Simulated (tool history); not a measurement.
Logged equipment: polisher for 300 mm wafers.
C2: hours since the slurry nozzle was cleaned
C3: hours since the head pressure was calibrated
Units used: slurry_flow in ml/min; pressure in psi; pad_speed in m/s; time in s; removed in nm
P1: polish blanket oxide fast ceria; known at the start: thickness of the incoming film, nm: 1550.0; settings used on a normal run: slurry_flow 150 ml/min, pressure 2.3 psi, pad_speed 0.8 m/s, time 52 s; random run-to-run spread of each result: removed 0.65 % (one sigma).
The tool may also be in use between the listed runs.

Run 1, hour 8.6: slurry_flow 150 ml/min, pressure 2.3 psi, pad_speed 0.8 m/s, time 52 s; wafers polished on this pad 680; C2 253.6; C3 501.4. Result: removed 477.8 nm.
Run 2, hour 16.7: slurry_flow 150 ml/min, pressure 2.3 psi, pad_speed 0.8 m/s, time 52 s; wafers polished on this pad 767; C2 261.7; C3 509.5. Result: removed 475.14 nm.
Run 3, hour 25.8: slurry_flow 220 ml/min, pressure 2.3 psi, pad_speed 0.8 m/s, time 52 s; wafers polished on this pad 864; C2 270.8; C3 518.6. Result: removed 502.72 nm.
Run 4, hour 31.9: slurry_flow 150 ml/min, pressure 2.3 psi, pad_speed 1.26 m/s, time 52 s; wafers polished on this pad 930; C2 276.9; C3 524.7. Result: removed 744.99 nm.
Run 5, hour 38.7: slurry_flow 90 ml/min, pressure 2.3 psi, pad_speed 0.8 m/s, time 52 s; wafers polished on this pad 1002; C2 283.7; C3 531.5. Result: removed 423.1 nm.
Run 6, hour 45.3: slurry_flow 150 ml/min, pressure 2.3 psi, pad_speed 0.8 m/s, time 74 s; wafers polished on this pad 1073; C2 290.3; C3 538.1. Result: removed 677.98 nm.
Run 7, hour 54.1: slurry_flow 150 ml/min, pressure 2.9 psi, pad_speed 0.8 m/s, time 34 s; wafers polished on this pad 1167; C2 299.1; C3 546.9. Result: removed 389.53 nm.
Run 8, hour 61.4: slurry_flow 150 ml/min, pressure 1.7 psi, pad_speed 0.8 m/s, time 52 s; wafers polished on this pad 1246; C2 306.4; C3 554.2. Result: removed 353.95 nm.
Run 9, hour 65.8: slurry_flow 150 ml/min, pressure 3.5 psi, pad_speed 0.8 m/s, time 52 s; wafers polished on this pad 1293; C2 310.8; C3 558.6. Result: removed 714.25 nm.
Run 10, hour 71.9: slurry_flow 150 ml/min, pressure 2.3 psi, pad_speed 0.8 m/s, time 52 s; wafers polished on this pad 1358; C2 316.9; C3 564.7. Result: removed 478.53 nm.
Run 11, hour 79.6: slurry_flow 150 ml/min, pressure 2.3 psi, pad_speed 0.8 m/s, time 52 s; wafers polished on this pad 1440; C2 324.6; C3 572.4. Result: removed 470.52 nm.
Run 12, hour 86.4: slurry_flow 150 ml/min, pressure 2.3 psi, pad_speed 0.8 m/s, time 52 s; wafers polished on this pad 1513; C2 331.4; C3 579.2. Result: removed 477.86 nm.
Run 13, hour 90.7: slurry_flow 150 ml/min, pressure 2.3 psi, pad_speed 0.8 m/s, time 32 s; wafers polished on this pad 1559; C2 335.7; C3 583.5. Result: removed 292.21 nm.
Run 14, hour 95.3: slurry_flow 150 ml/min, pressure 2.3 psi, pad_speed 0.42 m/s, time 52 s; wafers polished on this pad 1609; C2 340.3; C3 588.1. Result: removed 249.42 nm.

What will run 15 give?
Run 15, hour 100.2: slurry_flow 150 ml/min, pressure 2.3 psi, pad_speed 0.8 m/s, time 52 s; wafers polished on this pad 1661; C2 345.2; C3 593. Result: removed ?.

removed: 474.79 nm
